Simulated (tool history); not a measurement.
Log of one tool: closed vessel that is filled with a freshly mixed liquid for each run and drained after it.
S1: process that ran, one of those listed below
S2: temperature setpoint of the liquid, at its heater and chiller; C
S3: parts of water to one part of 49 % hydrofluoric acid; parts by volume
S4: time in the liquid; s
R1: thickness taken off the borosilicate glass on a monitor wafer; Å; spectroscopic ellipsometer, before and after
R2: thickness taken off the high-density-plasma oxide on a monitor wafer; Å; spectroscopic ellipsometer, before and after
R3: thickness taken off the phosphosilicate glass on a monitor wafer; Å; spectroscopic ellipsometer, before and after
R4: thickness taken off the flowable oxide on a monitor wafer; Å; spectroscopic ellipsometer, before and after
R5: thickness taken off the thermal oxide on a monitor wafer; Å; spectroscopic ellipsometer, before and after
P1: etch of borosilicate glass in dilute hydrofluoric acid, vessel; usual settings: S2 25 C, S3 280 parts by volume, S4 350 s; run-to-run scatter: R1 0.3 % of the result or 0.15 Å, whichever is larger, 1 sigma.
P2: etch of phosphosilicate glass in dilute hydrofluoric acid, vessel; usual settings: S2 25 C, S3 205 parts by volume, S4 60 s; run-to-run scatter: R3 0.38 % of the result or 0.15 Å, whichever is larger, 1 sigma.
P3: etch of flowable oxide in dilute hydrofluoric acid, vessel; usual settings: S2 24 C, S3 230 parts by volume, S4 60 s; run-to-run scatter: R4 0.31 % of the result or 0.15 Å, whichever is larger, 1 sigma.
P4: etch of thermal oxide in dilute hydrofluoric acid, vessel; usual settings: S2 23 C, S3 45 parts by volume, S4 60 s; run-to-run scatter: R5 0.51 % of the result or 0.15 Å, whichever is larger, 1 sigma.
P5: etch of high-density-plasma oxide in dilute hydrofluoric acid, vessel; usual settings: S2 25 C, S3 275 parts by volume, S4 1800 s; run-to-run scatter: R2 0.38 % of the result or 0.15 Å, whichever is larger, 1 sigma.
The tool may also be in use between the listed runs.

run   hour  S1    S2   S3    S4      R1      R2      R3      R4      R5
  1   17.3  P1    25  280   350  225.89
  2   26.1  P5    25  485  1800          133.94
  3   45.1  P5    25  275   225          35.911
  4   58.6  P5  20.5  275  1800          243.55
  5   69.2  P2    25  125    60                  937.75
  6   87.9  P1    25  280   350   225.1
  7  105.4  P1  30.5  280   350  271.31
  8  124.2  P3    24  365    60                           36.83
  9  142.8  P4    23   20    60                                  159.97
 10  156.7  P1    25  280   350  225.56
 11  165.4  P1  21.5  280   350  200.57
 12  177.6  P4    23   45    90                                  102.73
 13  193.6  P1    25  135   600  943.46
 14  208.9  P3    24  230    60                          67.572
 15    227  P1    25  120   350  631.66
 16    238  P3    24  230    30                          33.679
 17  257.3  P1    32  175   350  520.38
 18  273.5  P1    25  280   350   227.9
 19  285.6  P5    25  275  1800          286.46
 20  296.1  P2    30  205    60                  623.78
 21  308.1  P3  17.5  230    60                          52.526
 22  325.2  P2    25  205    60                  519.84
 23  340.7  P2    25  205    30                  259.29
 24  355.7  P1    25  405   350  138.42
 25  371.5  P1    25  280   510  328.13
 26  384.3  P1    25  280   350   226.7
 27  403.3  P4    17   45    60                                  53.196
 28  417.6  P4    23   45    60                                  68.264
 29  429.2  P1    25  280   140  90.402
 30  440.3  P1    25  280   350  226.26
 31  449.6  P1    25  280   350   229.3
 32  462.2  P1    25  280   350  231.99
 33  480.7  P1    25  280   350  235.69
 34  498.6  P1    25  280   350  237.89
 35  517.9  P1    25  280   350  238.86

Forecast run 36:
 36  533.4  P1  25  280  350   ?

Run 36 gave R1 241.37 Å.

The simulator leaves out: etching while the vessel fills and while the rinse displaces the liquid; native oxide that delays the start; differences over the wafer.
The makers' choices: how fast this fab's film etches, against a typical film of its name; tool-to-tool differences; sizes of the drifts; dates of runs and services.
